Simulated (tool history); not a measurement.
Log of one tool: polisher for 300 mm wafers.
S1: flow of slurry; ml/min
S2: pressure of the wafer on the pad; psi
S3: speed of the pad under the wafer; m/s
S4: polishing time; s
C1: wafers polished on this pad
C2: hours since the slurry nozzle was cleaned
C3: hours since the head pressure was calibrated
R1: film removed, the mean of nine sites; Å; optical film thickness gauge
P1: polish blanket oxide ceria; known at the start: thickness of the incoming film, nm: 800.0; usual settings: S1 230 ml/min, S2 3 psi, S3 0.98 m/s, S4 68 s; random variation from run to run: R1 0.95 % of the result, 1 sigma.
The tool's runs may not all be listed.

Run 1, hour 8.1: S1 230 ml/min, S2 3 psi, S3 0.98 m/s, S4 68 s; C1 384; C2 65.6; C3 887.4. Result: R1 2209.4 Å.
Run 2, hour 18.2: S1 230 ml/min, S2 4.5 psi, S3 0.98 m/s, S4 68 s; C1 476; C2 75.7; C3 897.5. Result: R1 3251.6 Å.
Run 3, hour 27.9: S1 325 ml/min, S2 3 psi, S3 1.22 m/s, S4 68 s; C1 564; C2 85.4; C3 907.2. Result: R1 2861.8 Å.
Run 4, hour 34.1: S1 230 ml/min, S2 3 psi, S3 0.98 m/s, S4 108 s; C1 620; C2 91.6; C3 913.4. Result: R1 3479.2 Å.
Run 5, hour 44.3: S1 140 ml/min, S2 3 psi, S3 0.98 m/s, S4 68 s; C1 713; C2 101.8; C3 923.6. Result: R1 2080.1 Å.
Run 6, hour 50.9: S1 230 ml/min, S2 3 psi, S3 0.98 m/s, S4 68 s; C1 772; C2 108.4; C3 930.2. Result: R1 2178.4 Å.
Run 7, hour 57.6: S1 230 ml/min, S2 3 psi, S3 0.54 m/s, S4 68 s; C1 833; C2 115.1; C3 936.9. Result: R1 1231.8 Å.
Run 8, hour 63.2: S1 230 ml/min, S2 3 psi, S3 0.98 m/s, S4 45 s; C1 884; C2 120.7; C3 942.5. Result: R1 1471 Å.
Run 9, hour 69.8: S1 230 ml/min, S2 3 psi, S3 0.98 m/s, S4 68 s; C1 944; C2 127.3; C3 949.1. Result: R1 2157.3 Å.
Run 10, hour 80.2: S1 295 ml/min, S2 4.1 psi, S3 0.98 m/s, S4 68 s; C1 1039; C2 137.7; C3 959.5. Result: R1 3094.4 Å.
Run 11, hour 88.4: S1 230 ml/min, S2 3 psi, S3 0.98 m/s, S4 68 s; C1 1113; C2 145.9; C3 967.7. Result: R1 2201.1 Å.
Run 12, hour 94.6: S1 230 ml/min, S2 3 psi, S3 0.98 m/s, S4 68 s; C1 1169; C2 152.1; C3 973.9. Result: R1 2187.4 Å.
Run 13, hour 100.7: S1 230 ml/min, S2 3 psi, S3 0.98 m/s, S4 68 s; C1 1225; C2 158.2; C3 980. Result: R1 2198 Å.
Run 14, hour 109.9: S1 305 ml/min, S2 3 psi, S3 0.98 m/s, S4 68 s; C1 1308; C2 167.4; C3 989.2. Result: R1 2245.6 Å.
Run 15, hour 120.5: S1 230 ml/min, S2 3 psi, S3 0.98 m/s, S4 68 s; C1 1404; C2 178; C3 999.8. Result: R1 2220.1 Å.
Run 16, hour 130.3: S1 230 ml/min, S2 3 psi, S3 1.4 m/s, S4 68 s; C1 1493; C2 187.8; C3 1009.6. Result: R1 3120.4 Å.
Run 17, hour 135.3: S1 230 ml/min, S2 1.9 psi, S3 0.98 m/s, S4 68 s; C1 1539; C2 192.8; C3 1014.6. Result: R1 1384.5 Å.
Run 18, hour 142.9: S1 230 ml/min, S2 3 psi, S3 0.98 m/s, S4 68 s; C1 1608; C2 200.4; C3 1022.2. Result: R1 2233.2 Å.
Run 19, hour 152.8: S1 230 ml/min, S2 3 psi, S3 0.98 m/s, S4 68 s; C1 1698; C2 210.3; C3 1032.1. Result: R1 2133.2 Å.
Run 20, hour 159.4: S1 230 ml/min, S2 3 psi, S3 0.98 m/s, S4 68 s; C1 1758; C2 216.9; C3 1038.7. Result: R1 2121.8 Å.
Run 21, hour 164.5: S1 230 ml/min, S2 3 psi, S3 0.98 m/s, S4 68 s; C1 1804; C2 222; C3 1043.8. Result: R1 2127.4 Å.
Run 22, hour 171.1: S1 230 ml/min, S2 3 psi, S3 0.98 m/s, S4 68 s; C1 1864; C2 228.6; C3 1050.4. Result: R1 2081.6 Å.
At hour 178.1: worn pad replaced by a new one.
Run 23, hour 181.5: S1 230 ml/min, S2 3 psi, S3 0.98 m/s, S4 68 s; C1 31; C2 239; C3 1060.8. Result: R1 2061.6 Å.
Run 24, hour 189.8: S1 230 ml/min, S2 3 psi, S3 0.98 m/s, S4 68 s; C1 107; C2 247.3; C3 1069.1. Result: R1 2062.4 Å.
Run 25, hour 198.7: S1 230 ml/min, S2 3 psi, S3 0.98 m/s, S4 68 s; C1 187; C2 256.2; C3 1078. Result: R1 2070 Å.

What P1 gives has crept away from where it was. These 2 causes fit the log equally well, each at the size given:
A: head's pressure below its setpoint, % = 6.13
B: slurry flow missing at the pad, % = 35.5
The creep began at about hour 142.9.
Why every other cause is out:
removal rate lost through wear of the pad, %: serviced at hour 178.1, which brought nothing back

4 check runs are offered, each on 5 wafers whose results are averaged, their results left as question marks. Which one tells the causes apart?
Run check 1, hour 207.6: S1 230 ml/min, S2 2.2 psi, S3 0.98 m/s, S4 68 s. Result: R1 ?.
Run check 2, hour 207.6: S1 230 ml/min, S2 3 psi, S3 0.72 m/s, S4 68 s. Result: R1 ?.
Run check 3, hour 207.6: S1 230 ml/min, S2 2.1 psi, S3 0.98 m/s, S4 68 s. Result: R1 ?.
Run check 4, hour 207.6: S1 150 ml/min, S2 3 psi, S3 0.98 m/s, S4 68 s. Result: R1 ?.

What each check would give under each cause:
  check  result    if A    if B
check 1      R1  1513.7  1513.9
check 2      R1  1516.5  1516.7
check 3      R1  1444.9  1445.1
check 4      R1  1941.6  1883.8
How far apart the two closest causes lie, in the result that separates them most: check 1 0.01 %; check 2 0.01 %; check 3 0.01 %; check 4 3.02 %
Only check 4 tells the causes apart: in the others they would give nearly the same result.

Then check 4 was run and gave: R1 1872.5 Å. Which cause is it?

It is B: slurry flow missing at the pad, %.
